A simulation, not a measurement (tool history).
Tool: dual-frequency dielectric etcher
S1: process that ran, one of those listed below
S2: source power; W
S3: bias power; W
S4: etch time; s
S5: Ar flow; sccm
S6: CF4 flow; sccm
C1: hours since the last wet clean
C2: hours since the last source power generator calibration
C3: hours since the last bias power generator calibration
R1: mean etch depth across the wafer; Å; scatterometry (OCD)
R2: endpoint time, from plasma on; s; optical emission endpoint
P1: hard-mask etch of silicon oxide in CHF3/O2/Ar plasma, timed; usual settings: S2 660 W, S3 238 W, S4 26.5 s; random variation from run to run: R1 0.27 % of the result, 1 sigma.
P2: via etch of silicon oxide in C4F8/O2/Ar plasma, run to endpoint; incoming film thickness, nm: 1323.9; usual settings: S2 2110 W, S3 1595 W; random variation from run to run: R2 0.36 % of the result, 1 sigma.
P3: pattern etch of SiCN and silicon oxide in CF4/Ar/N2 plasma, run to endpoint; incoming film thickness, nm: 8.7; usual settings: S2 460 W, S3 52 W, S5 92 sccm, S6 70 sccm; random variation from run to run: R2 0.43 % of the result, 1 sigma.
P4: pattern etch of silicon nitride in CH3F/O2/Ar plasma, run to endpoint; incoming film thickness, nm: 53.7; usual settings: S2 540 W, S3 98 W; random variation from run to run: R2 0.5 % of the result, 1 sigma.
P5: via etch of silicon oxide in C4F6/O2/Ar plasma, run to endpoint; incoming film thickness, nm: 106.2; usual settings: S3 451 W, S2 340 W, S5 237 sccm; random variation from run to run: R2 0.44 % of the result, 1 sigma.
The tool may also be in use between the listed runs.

Run 1, hour 5.9: S1 P1, S2 660 W, S3 238 W, S4 26.5 s; C1 336.2; C2 2036.9; C3 1930.5. Result: R1 609.45 Å.
Run 2, hour 10.1: S1 P1, S2 470 W, S3 238 W, S4 26.5 s; C1 340.4; C2 2041.1; C3 1934.7. Result: R1 533.60 Å.
Run 3, hour 17.2: S1 P3, S2 460 W, S3 68 W, S5 92 sccm, S6 70 sccm; C1 347.5; C2 2048.2; C3 1941.8. Result: R2 10.020 s.
Run 4, hour 25.6: S1 P3, S2 260 W, S3 52 W, S5 92 sccm, S6 70 sccm; C1 355.9; C2 2056.6; C3 1950.2. Result: R2 18.052 s.
Run 5, hour 31.6: S1 P3, S2 460 W, S3 52 W, S5 92 sccm, S6 70 sccm; C1 361.9; C2 2062.6; C3 1956.2. Result: R2 10.896 s.
Run 6, hour 35.9: S1 P5, S2 340 W, S3 451 W, S5 333 sccm; C1 366.2; C2 2066.9; C3 1960.5. Result: R2 26.228 s.
Run 7, hour 42.1: S1 P2, S2 2110 W, S3 1595 W; C1 372.4; C2 2073.1; C3 1966.7. Result: R2 278.140 s.
Run 8, hour 46.4: S1 P1, S2 870 W, S3 300 W, S4 26.5 s; C1 376.7; C2 2077.4; C3 1971.0. Result: R1 732.21 Å.
Run 9, hour 53.6: S1 P1, S2 890 W, S3 238 W, S4 26.5 s; C1 383.9; C2 2084.6; C3 1978.2. Result: R1 681.25 Å.
Run 10, hour 59.6: S1 P5, S2 250 W, S3 451 W, S5 237 sccm; C1 389.9; C2 2090.6; C3 1984.2. Result: R2 28.106 s.
Run 11, hour 67.2: S1 P1, S2 660 W, S3 238 W, S4 26.5 s; C1 397.5; C2 2098.2; C3 1991.8. Result: R1 610.09 Å.
Run 12, hour 75.7: S1 P4, S2 540 W, S3 59 W; C1 406.0; C2 2106.7; C3 2000.3. Result: R2 73.257 s.
Run 13, hour 80.9: S1 P5, S2 340 W, S3 267 W, S5 237 sccm; C1 411.2; C2 2111.9; C3 2005.5. Result: R2 30.398 s.
Run 14, hour 85.9: S1 P1, S2 660 W, S3 238 W, S4 26.5 s; C1 416.2; C2 2116.9; C3 2010.5. Result: R1 607.15 Å.
Run 15, hour 91.8: S1 P1, S2 660 W, S3 172 W, S4 26.5 s; C1 422.1; C2 2122.8; C3 2016.4. Result: R1 542.25 Å.
Run 16, hour 96.1: S1 P4, S2 390 W, S3 98 W; C1 426.4; C2 2127.1; C3 2020.7. Result: R2 69.626 s.
Run 17, hour 100.1: S1 P1, S2 660 W, S3 238 W, S4 26.5 s; C1 430.4; C2 2131.1; C3 2024.7. Result: R1 607.42 Å.
Run 18, hour 106.9: S1 P3, S2 460 W, S3 52 W, S5 125 sccm, S6 70 sccm; C1 437.2; C2 2137.9; C3 2031.5. Result: R2 11.500 s.
Run 19, hour 110.6: S1 P1, S2 660 W, S3 238 W, S4 18.0 s; C1 440.9; C2 2141.6; C3 2035.2. Result: R1 413.29 Å.
Run 20, hour 114.9: S1 P1, S2 660 W, S3 283 W, S4 19.5 s; C1 445.2; C2 2145.9; C3 2039.5. Result: R1 473.86 Å.
Run 21, hour 123.3: S1 P4, S2 540 W, S3 98 W; C1 453.6; C2 2154.3; C3 2047.9. Result: R2 61.819 s.
Run 22, hour 129.6: S1 P1, S2 660 W, S3 311 W, S4 26.5 s; C1 459.9; C2 2160.6; C3 2054.2. Result: R1 669.20 Å.
Run 23, hour 135.4: S1 P1, S2 660 W, S3 238 W, S4 26.5 s; C1 465.7; C2 2166.4; C3 2060.0. Result: R1 607.14 Å.
Run 24, hour 141.9: S1 P3, S2 460 W, S3 52 W, S5 92 sccm, S6 90 sccm; C1 472.2; C2 2172.9; C3 2066.5. Result: R2 10.466 s.
Run 25, hour 150.0: S1 P2, S2 2110 W, S3 1906 W; C1 480.3; C2 2181.0; C3 2074.6. Result: R2 265.120 s.
Run 26, hour 157.9: S1 P5, S2 340 W, S3 451 W, S5 237 sccm; C1 488.2; C2 2188.9; C3 2082.5. Result: R2 25.246 s.
Run 27, hour 165.9: S1 P1, S2 660 W, S3 238 W, S4 38.5 s; C1 496.2; C2 2196.9; C3 2090.5. Result: R1 882.82 Å.
Run 28, hour 174.1: S1 P5, S2 340 W, S3 451 W, S5 237 sccm; C1 504.4; C2 2205.1; C3 2098.7. Result: R2 25.259 s.
Run 29, hour 182.5: S1 P2, S2 2950 W, S3 1595 W; C1 512.8; C2 2213.5; C3 2107.1. Result: R2 243.460 s.
Run 30, hour 186.8: S1 P4, S2 540 W, S3 98 W; C1 517.1; C2 2217.8; C3 2111.4. Result: R2 61.058 s.
Run 31, hour 195.3: S1 P1, S2 660 W, S3 238 W, S4 26.5 s; C1 525.6; C2 2226.3; C3 2119.9. Result: R1 610.86 Å.
Run 32, hour 200.1: S1 P1, S2 660 W, S3 238 W, S4 26.5 s; C1 530.4; C2 2231.1; C3 2124.7. Result: R1 608.59 Å.
Run 33, hour 204.6: S1 P1, S2 660 W, S3 238 W, S4 26.5 s; C1 534.9; C2 2235.6; C3 2129.2. Result: R1 605.66 Å.
Run 34, hour 211.5: S1 P1, S2 660 W, S3 238 W, S4 26.5 s; C1 541.8; C2 2242.5; C3 2136.1. Result: R1 601.45 Å.
Run 35, hour 215.8: S1 P1, S2 660 W, S3 238 W, S4 26.5 s; C1 546.1; C2 2246.8; C3 2140.4. Result: R1 600.49 Å.
At hour 216.3: wet clean of the chamber.
Run 36, hour 223.6: S1 P1, S2 660 W, S3 238 W, S4 26.5 s; C1 7.4; C2 2254.6; C3 2148.2. Result: R1 602.43 Å.
Run 37, hour 229.3: S1 P1, S2 660 W, S3 238 W, S4 26.5 s; C1 13.1; C2 2260.3; C3 2153.9. Result: R1 601.09 Å.
Run 38, hour 235.8: S1 P1, S2 660 W, S3 238 W, S4 26.5 s; C1 19.6; C2 2266.8; C3 2160.4. Result: R1 599.12 Å.
Run 39, hour 242.5: S1 P1, S2 660 W, S3 238 W, S4 26.5 s; C1 26.3; C2 2273.5; C3 2167.1. Result: R1 598.89 Å.

What P1 gives has crept away from where it was. These 2 causes fit the log equally well, each at the size given:
A: bias power that arrives under what is set, % = 4.02
B: source power that arrives under what is set, % = 3.75
The creep began at about hour 200.1.
Why every other cause is out:
chamber walls in a state that lowers the etch rate, %: serviced at hour 216.3, which brought nothing back

4 check runs are offered, each on 3 wafers whose results are averaged, their results left as question marks. Which one tells the causes apart?
Run check 1, hour 249.2: S1 P5, S2 250 W, S3 451 W, S5 323 sccm. Result: R2 ?.
Run check 2, hour 249.2: S1 P3, S2 300 W, S3 52 W, S5 92 sccm, S6 70 sccm. Result: R2 ?.
Run check 3, hour 249.2: S1 P4, S2 540 W, S3 77 W. Result: R2 ?.
Run check 4, hour 249.2: S1 P2, S2 2930 W, S3 1877 W. Result: R2 ?.

What each check would give under each cause:
  check  result     if A     if B
check 1      R2   29.547   29.506
check 2      R2   16.177   16.519
check 3      R2   67.874   67.918
check 4      R2  236.590  237.600
How far apart the two closest causes lie, in the result that separates them most: check 1 0.14 %; check 2 2.09 %; check 3 0.07 %; check 4 0.43 %
Only check 2 tells the causes apart: in the others they would give nearly the same result.

Then check 2 was run and gave: R2 16.476 s. Which cause is it?

It is B: source power that arrives under what is set, %.

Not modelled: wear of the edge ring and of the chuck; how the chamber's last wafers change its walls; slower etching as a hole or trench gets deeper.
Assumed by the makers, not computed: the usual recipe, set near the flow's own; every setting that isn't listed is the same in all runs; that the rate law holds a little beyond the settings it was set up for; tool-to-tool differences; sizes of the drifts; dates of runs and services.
